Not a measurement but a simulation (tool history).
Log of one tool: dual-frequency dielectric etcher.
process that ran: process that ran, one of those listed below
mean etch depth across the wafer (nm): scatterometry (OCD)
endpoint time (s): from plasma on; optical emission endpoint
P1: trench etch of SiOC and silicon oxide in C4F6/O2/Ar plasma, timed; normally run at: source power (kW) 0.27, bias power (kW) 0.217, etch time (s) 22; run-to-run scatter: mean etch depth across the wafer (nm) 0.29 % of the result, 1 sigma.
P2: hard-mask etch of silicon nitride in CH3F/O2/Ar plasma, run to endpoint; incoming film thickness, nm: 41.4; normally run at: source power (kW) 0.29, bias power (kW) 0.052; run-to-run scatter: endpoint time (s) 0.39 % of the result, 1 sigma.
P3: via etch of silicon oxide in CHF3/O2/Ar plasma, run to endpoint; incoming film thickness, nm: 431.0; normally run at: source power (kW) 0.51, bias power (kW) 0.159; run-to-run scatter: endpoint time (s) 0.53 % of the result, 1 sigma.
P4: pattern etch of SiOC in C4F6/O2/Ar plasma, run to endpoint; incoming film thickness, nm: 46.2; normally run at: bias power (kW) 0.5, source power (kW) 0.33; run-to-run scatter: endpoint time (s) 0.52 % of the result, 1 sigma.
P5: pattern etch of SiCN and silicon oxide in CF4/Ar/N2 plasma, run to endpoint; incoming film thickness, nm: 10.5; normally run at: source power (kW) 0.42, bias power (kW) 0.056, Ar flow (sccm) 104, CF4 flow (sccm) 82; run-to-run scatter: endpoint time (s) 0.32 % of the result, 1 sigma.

| run | hour | process that ran | source power (kW) | bias power (kW) | etch time (s) | Ar flow (sccm) | CF4 flow (sccm) | hours since the last wet clean | hours since the last source power generator calibration | hours since the last bias power generator calibration | mean etch depth across the wafer (nm) | endpoint time (s) |
|---|---|---|---|---|---|---|---|---|---|---|---|---|
| 1 | 4.7 | P1 | 0.27 | 0.217 | 22 |  |  | 493.6 | 1793.6 | 2630.4 | 40.222 |  |
| 2 | 10.2 | P4 | 0.33 | 0.613 |  |  |  | 499.1 | 1799.1 | 2635.9 |  | 15.282 |
| 3 | 15.8 | P4 | 0.33 | 0.5 |  |  |  | 504.7 | 1804.7 | 2641.5 |  | 16.539 |
| 4 | 22.6 | P5 | 0.42 | 0.056 |  | 144 | 82 | 511.5 | 1811.5 | 2648.3 |  | 14.597 |
| 5 | 26.8 | P5 | 0.42 | 0.056 |  | 104 | 82 | 515.7 | 1815.7 | 2652.5 |  | 13.885 |
| 6 | 35.4 | P1 | 0.27 | 0.217 | 22 |  |  | 524.3 | 1824.3 | 2661.1 | 40.313 |  |
| 7 | 40.5 | P5 | 0.55 | 0.056 |  | 104 | 82 | 529.4 | 1829.4 | 2666.2 |  | 10.904 |
| 8 | 48.2 | P2 | 0.29 | 0.052 |  |  |  | 537.1 | 1837.1 | 2673.9 |  | 75.13 |
| 9 | 56.1 | P1 | 0.27 | 0.217 | 31 |  |  | 545 | 1845 | 2681.8 | 56.748 |  |
| 10 | 60.9 | P1 | 0.16 | 0.217 | 22 |  |  | 549.8 | 1849.8 | 2686.6 | 33.03 |  |
| 11 | 65.6 | P1 | 0.27 | 0.288 | 13.5 |  |  | 554.5 | 1854.5 | 2691.3 | 27.134 |  |
| 12 | 70.2 | P1 | 0.27 | 0.217 | 22 |  |  | 559.1 | 1859.1 | 2695.9 | 40.447 |  |
| 13 | 76.3 | P5 | 0.42 | 0.056 |  | 104 | 102 | 565.2 | 1865.2 | 2702 |  | 13.47 |
| 14 | 84.8 | P3 | 0.51 | 0.159 |  |  |  | 573.7 | 1873.7 | 2710.5 |  | 240.4 |
| 15 | 92.9 | P4 | 0.23 | 0.5 |  |  |  | 581.8 | 1881.8 | 2718.6 |  | 18.666 |
| 16 | 100.2 | P1 | 0.27 | 0.217 | 22 |  |  | 589.1 | 1889.1 | 2725.9 | 40.297 |  |
| 17 | 107.8 | P1 | 0.27 | 0.172 | 22 |  |  | 596.7 | 1896.7 | 2733.5 | 37.391 |  |
| 18 | 115 | P5 | 0.42 | 0.056 |  | 104 | 82 | 603.9 | 1903.9 | 2740.7 |  | 13.883 |
| 19 | 120.4 | P1 | 0.27 | 0.273 | 22 |  |  | 609.3 | 1909.3 | 2746.1 | 43.789 |  |
| 20 | 125.3 | P2 | 0.29 | 0.068 |  |  |  | 614.2 | 1914.2 | 2751 |  | 68.528 |
| 21 | 130.2 | P1 | 0.27 | 0.217 | 22 |  |  | 619.1 | 1919.1 | 2755.9 | 40.37 |  |
| 22 | 135.9 | P2 | 0.29 | 0.052 |  |  |  | 624.8 | 1924.8 | 2761.6 |  | 74.955 |
| 23 | 143.5 | P1 | 0.35 | 0.217 | 22 |  |  | 632.4 | 1932.4 | 2769.2 | 44.37 |  |
| 24 | 151.5 | P5 | 0.42 | 0.079 |  | 104 | 82 | 640.4 | 1940.4 | 2777.2 |  | 12.404 |
| 25 | 155.7 | P3 | 0.51 | 0.125 |  |  |  | 644.6 | 1944.6 | 2781.4 |  | 257.31 |
| 26 | 163 | P2 | 0.38 | 0.052 |  |  |  | 651.9 | 1951.9 | 2788.7 |  | 67.221 |
| 27 | 167.6 | P1 | 0.27 | 0.217 | 14 |  |  | 656.5 | 1956.5 | 2793.3 | 25.589 |  |
| 28 | 175.1 | P3 | 0.41 | 0.159 |  |  |  | 664 | 1964 | 2800.8 |  | 263.62 |
| 29 | 181.1 | P4 | 0.33 | 0.5 |  |  |  | 670 | 1970 | 2806.8 |  | 16.512 |
| 30 | 187.1 | P1 | 0.27 | 0.217 | 22 |  |  | 676 | 1976 | 2812.8 | 40.257 |  |
| 31 | 193.5 | P1 | 0.27 | 0.217 | 22 |  |  | 682.4 | 1982.4 | 2819.2 | 39.971 |  |
| 32 | 197.4 | P1 | 0.27 | 0.217 | 22 |  |  | 686.3 | 1986.3 | 2823.1 | 39.911 |  |
| 33 | 203.9 | P1 | 0.27 | 0.217 | 22 |  |  | 692.8 | 1992.8 | 2829.6 | 39.702 |  |
|  | 205.4 | wet clean of the chamber |
| 34 | 208.2 | P1 | 0.27 | 0.217 | 22 |  |  | 2.9 | 1997.1 | 2833.9 | 39.809 |  |
| 35 | 212 | P1 | 0.27 | 0.217 | 22 |  |  | 6.7 | 2000.9 | 2837.7 | 39.85 |  |
| 36 | 219.6 | P1 | 0.27 | 0.217 | 22 |  |  | 14.3 | 2008.5 | 2845.3 | 39.765 |  |
| 37 | 224.4 | P1 | 0.27 | 0.217 | 22 |  |  | 19.1 | 2013.3 | 2850.1 | 39.638 |  |
| 38 | 231.5 | P1 | 0.27 | 0.217 | 22 |  |  | 26.2 | 2020.4 | 2857.2 | 39.599 |  |
| 39 | 237.1 | P1 | 0.27 | 0.217 | 22 |  |  | 31.8 | 2026 | 2862.8 | 39.557 |  |

What P1 gives has crept away from where it was. These 2 causes fit the log equally well, each at the size given:
A: source power that arrives under what is set, % = 3.97
B: bias power that arrives under what is set, % = 4.49
The creep began at about hour 187.1.
Why every other cause is out:
chamber walls in a state that lowers the etch rate, %: serviced at hour 205.4, which brought nothing back

4 check runs are offered, each on 2 wafers whose results are averaged, their results left as question marks. Which one tells the causes apart?
| check 1 | 242.7 | P2 | 0.29 | 0.052 |  |  |  |  |  |  |  | ? |
| check 2 | 242.7 | P5 | 0.42 | 0.056 |  | 104 | 82 |  |  |  |  | ? |
| check 3 | 242.7 | P3 | 0.51 | 0.159 |  |  |  |  |  |  |  | ? |
| check 4 | 242.7 | P4 | 0.33 | 0.5 |  |  |  |  |  |  |  | ? |

What each check would give under each cause:
| check | result | if A | if B |
|---|---|---|---|
| check 1 | endpoint time (s) | 76.311 | 76.257 |
| check 2 | endpoint time (s) | 14.398 | 14.089 |
| check 3 | endpoint time (s) | 243.51 | 243.42 |
| check 4 | endpoint time (s) | 16.764 | 16.804 |
How far apart the two closest causes lie, in the result that separates them most: check 1 0.07 %; check 2 2.17 %; check 3 0.04 %; check 4 0.24 %
Only check 2 tells the causes apart: in the others they would give nearly the same result.

Then check 2 was run and gave: endpoint time (s) 14.132. Which cause is it?

It is B: bias power that arrives under what is set, %.
